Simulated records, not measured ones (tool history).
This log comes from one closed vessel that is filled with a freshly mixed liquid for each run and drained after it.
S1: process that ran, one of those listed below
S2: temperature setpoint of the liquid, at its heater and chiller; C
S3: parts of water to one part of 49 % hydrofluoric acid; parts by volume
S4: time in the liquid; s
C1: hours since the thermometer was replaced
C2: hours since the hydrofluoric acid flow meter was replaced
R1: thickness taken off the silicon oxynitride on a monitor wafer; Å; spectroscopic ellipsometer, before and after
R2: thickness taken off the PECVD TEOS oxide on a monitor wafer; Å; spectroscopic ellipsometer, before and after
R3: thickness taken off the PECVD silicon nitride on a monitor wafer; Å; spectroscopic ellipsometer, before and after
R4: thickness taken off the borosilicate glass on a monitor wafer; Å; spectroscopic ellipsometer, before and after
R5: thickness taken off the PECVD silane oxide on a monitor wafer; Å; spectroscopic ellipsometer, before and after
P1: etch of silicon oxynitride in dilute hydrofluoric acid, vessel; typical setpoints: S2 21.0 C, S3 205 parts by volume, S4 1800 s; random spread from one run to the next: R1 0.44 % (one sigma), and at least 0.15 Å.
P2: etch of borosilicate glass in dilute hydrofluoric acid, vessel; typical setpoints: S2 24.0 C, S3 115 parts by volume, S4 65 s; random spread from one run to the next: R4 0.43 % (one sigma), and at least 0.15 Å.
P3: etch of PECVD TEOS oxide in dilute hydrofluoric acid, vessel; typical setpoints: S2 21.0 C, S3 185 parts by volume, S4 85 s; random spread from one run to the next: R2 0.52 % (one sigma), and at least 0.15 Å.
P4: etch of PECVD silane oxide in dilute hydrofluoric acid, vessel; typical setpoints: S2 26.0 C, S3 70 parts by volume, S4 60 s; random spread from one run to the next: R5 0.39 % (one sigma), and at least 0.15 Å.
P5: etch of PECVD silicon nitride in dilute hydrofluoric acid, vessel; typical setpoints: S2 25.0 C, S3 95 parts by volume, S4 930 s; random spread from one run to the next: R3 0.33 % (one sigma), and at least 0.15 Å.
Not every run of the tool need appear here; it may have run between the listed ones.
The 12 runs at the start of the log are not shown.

run    day  S1    S2   S3    S4      C1     C2        R1       R2        R3       R4      R5
 13  2.892  P1  21.0  205  1800  1330.4  631.3  163.8400
 14  3.196  P2  24.0  115    65  1337.7  638.6                               158.910
 15  3.525  P1  17.0  300  1800  1345.6  646.5   88.3900
 16  3.775  P2  17.0  115    65  1351.6  652.5                               119.690
 17  4.025  P1  21.0  205  1800  1357.6  658.5  164.6900
 18  4.350  P4  26.0   70    60  1365.4  666.3                                        453.68
     4.425  -- hydrofluoric acid flow meter replaced
 19  4.617  P1  21.0  205  1800  1371.8    4.6  165.6200
 20  4.796  P3  21.0   40    85  1376.1    8.9            351.370
 21  5.129  P5  25.0   20   930  1384.1   16.9                     2699.600
 22  5.383  P1  21.0  205    30  1390.2   23.0    2.8049
 23  5.604  P5  18.5   95   930  1395.5   28.3                      383.610
 24  5.912  P1  27.0  205  1800  1402.9   35.7  215.8500
 25  6.121  P2  24.0   70    65  1407.9   40.7                               275.190
 26  6.325  P5  25.0   95    65  1412.8   45.6                       41.759
 27  6.604  P4  18.5   70    60  1419.5   52.3                                        333.31
 28  6.929  P4  26.0  100    60  1427.3   60.1                                        306.84
 29  7.262  P4  26.0   70   115  1435.3   68.1                                        873.87
 30  7.546  P1  21.0   80  1800  1442.1   74.9  460.5900

What will run 31 give?
 31  7.738  P1  21.0  205  1800  1446.7  79.5   ?

R1: 165.0100 Å

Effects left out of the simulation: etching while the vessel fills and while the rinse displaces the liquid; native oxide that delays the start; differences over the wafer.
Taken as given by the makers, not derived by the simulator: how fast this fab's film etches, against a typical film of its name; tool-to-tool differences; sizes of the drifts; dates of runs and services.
